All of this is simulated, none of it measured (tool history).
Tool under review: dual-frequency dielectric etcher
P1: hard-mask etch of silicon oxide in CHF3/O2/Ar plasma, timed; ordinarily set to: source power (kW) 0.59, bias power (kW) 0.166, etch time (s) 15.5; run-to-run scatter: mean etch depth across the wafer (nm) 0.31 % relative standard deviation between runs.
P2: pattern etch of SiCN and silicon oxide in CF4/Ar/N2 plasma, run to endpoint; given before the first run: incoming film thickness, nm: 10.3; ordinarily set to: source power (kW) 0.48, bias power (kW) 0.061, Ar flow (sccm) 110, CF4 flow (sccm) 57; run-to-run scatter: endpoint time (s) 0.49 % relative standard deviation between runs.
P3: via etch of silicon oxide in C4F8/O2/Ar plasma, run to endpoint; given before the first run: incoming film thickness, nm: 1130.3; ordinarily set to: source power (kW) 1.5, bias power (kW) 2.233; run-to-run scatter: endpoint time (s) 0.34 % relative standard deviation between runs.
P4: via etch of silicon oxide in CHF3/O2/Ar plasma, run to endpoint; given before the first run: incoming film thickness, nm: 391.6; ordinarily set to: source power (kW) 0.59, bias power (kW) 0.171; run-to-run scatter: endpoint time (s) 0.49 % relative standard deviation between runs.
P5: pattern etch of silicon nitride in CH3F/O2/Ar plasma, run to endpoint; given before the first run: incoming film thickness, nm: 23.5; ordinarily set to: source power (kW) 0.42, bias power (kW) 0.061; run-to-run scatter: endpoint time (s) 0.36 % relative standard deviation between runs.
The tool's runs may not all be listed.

run,hour,process that ran,source power (kW),bias power (kW),etch time (s),Ar flow (sccm),CF4 flow (sccm),hours since the last wet clean,hours since the last source power generator calibration,hours since the last bias power generator calibration,mean etch depth across the wafer (nm),endpoint time (s)
1,9.9,P1,0.59,0.166,15.5,,,110.9,773.8,577.8,30.484,
2,15.9,P2,0.28,0.061,,110,57,116.9,779.8,583.8,,20.541
3,23,P2,0.48,0.078,,110,57,124,786.9,590.9,,11.756
4,29.3,P2,0.48,0.061,,110,57,130.3,793.2,597.2,,12.679
5,40.8,P2,0.48,0.061,,110,57,141.8,804.7,608.7,,12.698
6,49.6,P2,0.48,0.061,,110,79,150.6,813.5,617.5,,12.095
7,60.3,P1,0.59,0.166,15.5,,,161.3,824.2,628.2,30.559,
8,70.1,P3,1.5,2.233,,,,171.1,834,638,,245.85
9,77.7,P1,0.59,0.166,15.5,,,178.7,841.6,645.6,30.66,
10,83.5,P1,0.74,0.166,15.5,,,184.5,847.4,651.4,33.515,
11,93.6,P2,0.48,0.061,,71,57,194.6,857.5,661.5,,11.846
12,104.8,P4,0.59,0.117,,,,205.8,868.7,672.7,,225.57
13,111,P1,0.59,0.166,10.5,,,212,874.9,678.9,20.69,
14,116.4,P1,0.59,0.166,23,,,217.4,880.3,684.3,45.227,
15,124.9,P1,0.7,0.212,15.5,,,225.9,888.8,692.8,35.474,
16,135.6,P3,1.5,2.233,,,,236.6,899.5,703.5,,247.11
17,141.3,P1,0.59,0.166,15.5,,,242.3,905.2,709.2,30.703,
18,151.6,P5,0.33,0.061,,,,252.6,915.5,719.5,,39.564
19,157.2,P4,0.59,0.171,,,,258.2,921.1,725.1,,199.85
20,166.9,P5,0.42,0.079,,,,267.9,930.8,734.8,,32.877
21,173.7,P4,0.34,0.171,,,,274.7,937.6,741.6,,247.59
22,183.6,P3,1.5,1.477,,,,284.6,947.5,751.5,,276.76
23,190.1,P1,0.59,0.211,15.5,,,291.1,954,758,33.229,
24,197.6,P1,0.59,0.108,15.5,,,298.6,961.5,765.5,26.812,
25,203.3,P1,0.59,0.166,15.5,,,304.3,967.2,771.2,30.524,
26,214,P1,0.41,0.166,15.5,,,315,977.9,781.9,26.625,
27,221,P5,0.42,0.061,,,,322,984.9,788.9,,35.872
28,232.4,P3,1.07,2.233,,,,333.4,996.3,800.3,,280.01
29,243.4,P1,0.59,0.166,15.5,,,344.4,1007.3,811.3,30.559,
30,251.3,P5,0.42,0.061,,,,352.3,1015.2,819.2,,35.855
31,261.4,P1,0.59,0.166,15.5,,,362.4,1025.3,829.3,30.626,
32,271.1,P1,0.59,0.166,15.5,,,372.1,1035,839,30.432,
33,277.9,P1,0.59,0.166,15.5,,,378.9,1041.8,845.8,30.371,
34,283.9,P1,0.59,0.166,15.5,,,384.9,1047.8,851.8,30.162,
35,289.1,P1,0.59,0.166,15.5,,,390.1,1053,857,30.197,
# hour 291: wet clean of the chamber
36,296,P1,0.59,0.166,15.5,,,5,1059.9,863.9,30.058,
37,305,P1,0.59,0.166,15.5,,,14,1068.9,872.9,30.252,
38,313.8,P1,0.59,0.166,15.5,,,22.8,1077.7,881.7,30.19,
39,319.6,P1,0.59,0.166,15.5,,,28.6,1083.5,887.5,30.023,
40,331,P1,0.59,0.166,15.5,,,40,1094.9,898.9,30.115,
41,337.6,P1,0.59,0.166,15.5,,,46.6,1101.5,905.5,30.184,
42,343.4,P1,0.59,0.166,15.5,,,52.4,1107.3,911.3,30.219,

The log shows P1 creeping away from where it was. Any of the 2 causes listed here, at the size stated for it, fits the log just as well as the others:
A: source power that arrives under what is set, % = 3.99
B: bias power that arrives under what is set, % = 4.64
At approximately hour 261.4, the process output began to creep.
All other causes, with the reason each is excluded:
chamber walls in a state that lowers the etch rate, %: serviced at hour 291, after the change had begun; the process did not return to its earlier output

The 4 check runs listed below each average the results of 3 wafers, and their outcomes are marked with question marks. Under which run would the listed causes produce clearly different results?
check 1,349.2,P3,1.26,2.233,,,,,,,,?
check 2,349.2,P2,0.48,0.061,,110,75,,,,,?
check 3,349.2,P5,0.42,0.075,,,,,,,,?
check 4,349.2,P4,0.36,0.137,,,,,,,,?

Outcome of each check run for each possible cause:
check,result,if A,if B
check 1,endpoint time (s),267.69,267.24
check 2,endpoint time (s),12.627,12.367
check 3,endpoint time (s),33.981,34.01
check 4,endpoint time (s),263.59,263.57
Smallest distance between any two causes, each pair judged by its most separating result, in per cent: check 1 0.17 %; check 2 2.08 %; check 3 0.09 %; check 4 0.01 %
The causes can be told apart only by check 2. The other checks would give nearly the same results under each of them.

After running check 2, the following was obtained: endpoint time (s) 12.396. Which cause does this point to?

B is the cause: bias power that arrives under what is set, %.

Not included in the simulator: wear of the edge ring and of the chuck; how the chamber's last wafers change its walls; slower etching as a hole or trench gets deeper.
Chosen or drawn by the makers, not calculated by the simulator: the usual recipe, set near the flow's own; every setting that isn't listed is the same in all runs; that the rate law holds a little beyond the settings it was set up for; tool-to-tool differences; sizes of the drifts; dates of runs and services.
